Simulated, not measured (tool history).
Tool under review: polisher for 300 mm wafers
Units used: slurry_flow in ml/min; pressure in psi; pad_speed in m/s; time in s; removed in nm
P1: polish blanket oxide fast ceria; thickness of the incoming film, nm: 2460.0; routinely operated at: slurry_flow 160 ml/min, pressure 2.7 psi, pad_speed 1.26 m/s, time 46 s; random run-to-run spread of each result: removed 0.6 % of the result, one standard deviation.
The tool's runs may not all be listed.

run     day  slurry_flow  pressure  pad_speed  time  wafers polished on this pad  hours since the slurry nozzle was cleaned  hours since the head pressure was calibrated  removed
  1   0.375          160       2.7       1.26    46                          449                                      183.8                                         485.5   782.86
  2   1.021          160       2.7       1.26    46                          638                                      199.3                                         501.0   792.42
  3   1.375          160       3.4       1.66    46                          741                                      207.8                                         509.5  1303.50
  4   1.850           95       2.7       1.26    46                          880                                      219.2                                         520.9   704.38
  5   2.512          160       2.7       1.26    46                         1073                                      235.1                                         536.8   793.08
  6   2.875          160       2.7       1.26    70                         1179                                      243.8                                         545.5  1210.70
  7   3.396          160       1.9       1.26    46                         1331                                      256.3                                         558.0   553.41
  8   3.925          215       2.7       0.62    46                         1485                                      269.0                                         570.7   409.79
  9   4.404          160       2.7       1.26    46                         1625                                      280.5                                         582.2   787.50
 10   4.979          160       2.7       2.00    46                         1793                                      294.3                                         596.0  1258.30
 11   5.488          160       3.7       1.26    46                         1941                                      306.5                                         608.2  1077.20
 12   6.004          160       2.7       1.26    46                         2092                                      318.9                                         620.6   796.62
 13   6.608          160       2.7       0.72    46                         2268                                      333.4                                         635.1   454.11
 14   7.200          160       2.7       1.26    21                         2441                                      347.6                                         649.3   359.06
 15   7.825          205       2.7       1.26    46                         2623                                      362.6                                         664.3   825.12
 16   8.212          160       2.7       1.26    46                         2737                                      371.9                                         673.6   793.31
 17   8.533          160       2.7       1.26    46                         2830                                      379.6                                         681.3   777.33
 18   8.850          160       2.7       1.26    46                         2923                                      387.2                                         688.9   759.12
 19   9.217          160       2.7       1.26    46                         3030                                      396.0                                         697.7   752.07
 20   9.725          160       2.7       1.26    46                         3178                                      408.2                                         709.9   743.98
      9.946  -- head pressure recalibrated
 21  10.175          160       2.7       1.26    46                         3309                                      419.0                                           5.5   740.08
 22  10.788          160       2.7       1.26    46                         3488                                      433.7                                          20.2   730.94
 23  11.438          160       2.7       1.26    46                         3678                                      449.3                                          35.8   726.97
 24  11.825          160       2.7       1.26    46                         3791                                      458.6                                          45.1   719.71
 25  12.150          160       2.7       1.26    46                         3886                                      466.4                                          52.9   724.97
 26  12.608          160       2.7       1.26    46                         4019                                      477.4                                          63.9   724.64

What P1 gives has crept away from where it was. These 2 causes fit the log equally well, each at the size given:
A: removal rate lost through wear of the pad, % = 7.86
B: slurry flow missing at the pad, % = 34
Onset of the creep was near day 8.212.
Why every other cause is out:
head's pressure below its setpoint, %: serviced at day 9.946, after the drift had started, without restoring the earlier output

Which of the 4 check runs listed below separates the causes, so that each cause would produce a clearly different result? Each run uses one wafer, and its results are marked with question marks.
check 1  13.067           95       2.7       1.26    46                                                                                                                              ?
check 2  13.067          160       3.6       1.26    62                                                                                                                              ?
check 3  13.067          160       2.7       1.54    46                                                                                                                              ?
check 4  13.067          160       2.7       1.82    46                                                                                                                              ?

Expected result of each check under each candidate cause:
  check   result     if A     if B
check 1  removed   652.51   622.06
check 2  removed  1306.70  1306.50
check 3  removed   888.73   888.56
check 4  removed  1050.30  1050.10
Gap, in per cent, between the two causes that each check separates least, read from the result that separates them most: check 1 4.78 %; check 2 0.02 %; check 3 0.02 %; check 4 0.02 %
The causes can be told apart only by check 1. The other checks would give nearly the same results under each of them.

Check 1 was then run and gave: removed 624.86 nm. Which cause is it?

Of the candidate causes, it is B: slurry flow missing at the pad, %.

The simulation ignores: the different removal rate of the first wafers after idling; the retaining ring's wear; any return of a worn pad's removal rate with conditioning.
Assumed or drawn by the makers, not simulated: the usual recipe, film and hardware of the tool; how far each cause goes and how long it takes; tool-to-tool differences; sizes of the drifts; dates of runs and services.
